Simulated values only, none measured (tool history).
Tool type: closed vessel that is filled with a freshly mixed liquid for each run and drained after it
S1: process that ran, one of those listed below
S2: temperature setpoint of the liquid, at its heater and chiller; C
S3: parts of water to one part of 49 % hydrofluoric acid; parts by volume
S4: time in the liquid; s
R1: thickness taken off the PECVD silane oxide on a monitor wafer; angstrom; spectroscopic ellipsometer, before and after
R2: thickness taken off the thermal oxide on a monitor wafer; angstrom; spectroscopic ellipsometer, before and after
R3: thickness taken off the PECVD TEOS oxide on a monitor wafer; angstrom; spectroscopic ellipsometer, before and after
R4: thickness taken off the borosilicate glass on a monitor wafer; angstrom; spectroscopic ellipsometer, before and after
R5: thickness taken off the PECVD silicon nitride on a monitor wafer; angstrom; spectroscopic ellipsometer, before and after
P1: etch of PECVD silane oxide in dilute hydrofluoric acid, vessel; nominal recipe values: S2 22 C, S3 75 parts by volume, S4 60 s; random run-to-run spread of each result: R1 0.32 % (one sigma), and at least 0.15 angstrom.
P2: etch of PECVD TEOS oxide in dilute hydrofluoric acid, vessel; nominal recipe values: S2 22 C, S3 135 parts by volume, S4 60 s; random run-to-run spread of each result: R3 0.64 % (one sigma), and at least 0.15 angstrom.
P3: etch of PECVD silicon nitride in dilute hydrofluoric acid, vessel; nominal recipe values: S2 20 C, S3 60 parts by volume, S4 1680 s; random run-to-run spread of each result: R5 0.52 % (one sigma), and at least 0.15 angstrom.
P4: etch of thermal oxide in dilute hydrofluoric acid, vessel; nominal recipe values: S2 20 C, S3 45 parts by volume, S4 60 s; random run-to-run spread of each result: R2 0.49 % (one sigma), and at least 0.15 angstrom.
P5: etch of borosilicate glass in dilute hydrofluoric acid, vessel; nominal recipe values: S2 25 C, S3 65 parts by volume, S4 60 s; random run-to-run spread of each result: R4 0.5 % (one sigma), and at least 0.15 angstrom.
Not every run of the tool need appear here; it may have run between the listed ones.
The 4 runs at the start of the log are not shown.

run,hour,S1,S2,S3,S4,R1,R2,R3,R4,R5
5,62.4,P5,25,65,30,,,,281.51,
6,73.7,P3,20,60,305,,,,,91.364
7,85.5,P1,22,75,60,147.67,,,,
8,92.9,P5,30.5,65,60,,,,698.65,
9,104.9,P3,25,60,1680,,,,,715.38
10,114.4,P1,22,120,60,87.911,,,,
11,129.6,P2,17,135,60,,,39.055,,
# hour 138.3: hydrofluoric acid flow meter replaced
12,138.5,P5,25,65,60,,,,559.1,
13,146.3,P1,18,75,60,125.25,,,,
14,154.1,P1,22,75,60,148.24,,,,
15,165,P1,22,45,60,257.26,,,,
16,177.4,P4,20,45,60,,58.861,,,
17,186.5,P1,22,75,60,148.63,,,,
18,203.1,P1,22,75,60,148.44,,,,
19,211.4,P2,22,135,60,,,48.116,,
20,222.4,P3,20,30,1680,,,,,985.81
21,234.9,P4,27.5,45,60,,81.238,,,
22,249,P5,25,115,60,,,,298.77,

Expected results for the next run?
23,262.8,P1,29.5,75,60,?,,,,

{"run 23": {"R1": 200.17}}

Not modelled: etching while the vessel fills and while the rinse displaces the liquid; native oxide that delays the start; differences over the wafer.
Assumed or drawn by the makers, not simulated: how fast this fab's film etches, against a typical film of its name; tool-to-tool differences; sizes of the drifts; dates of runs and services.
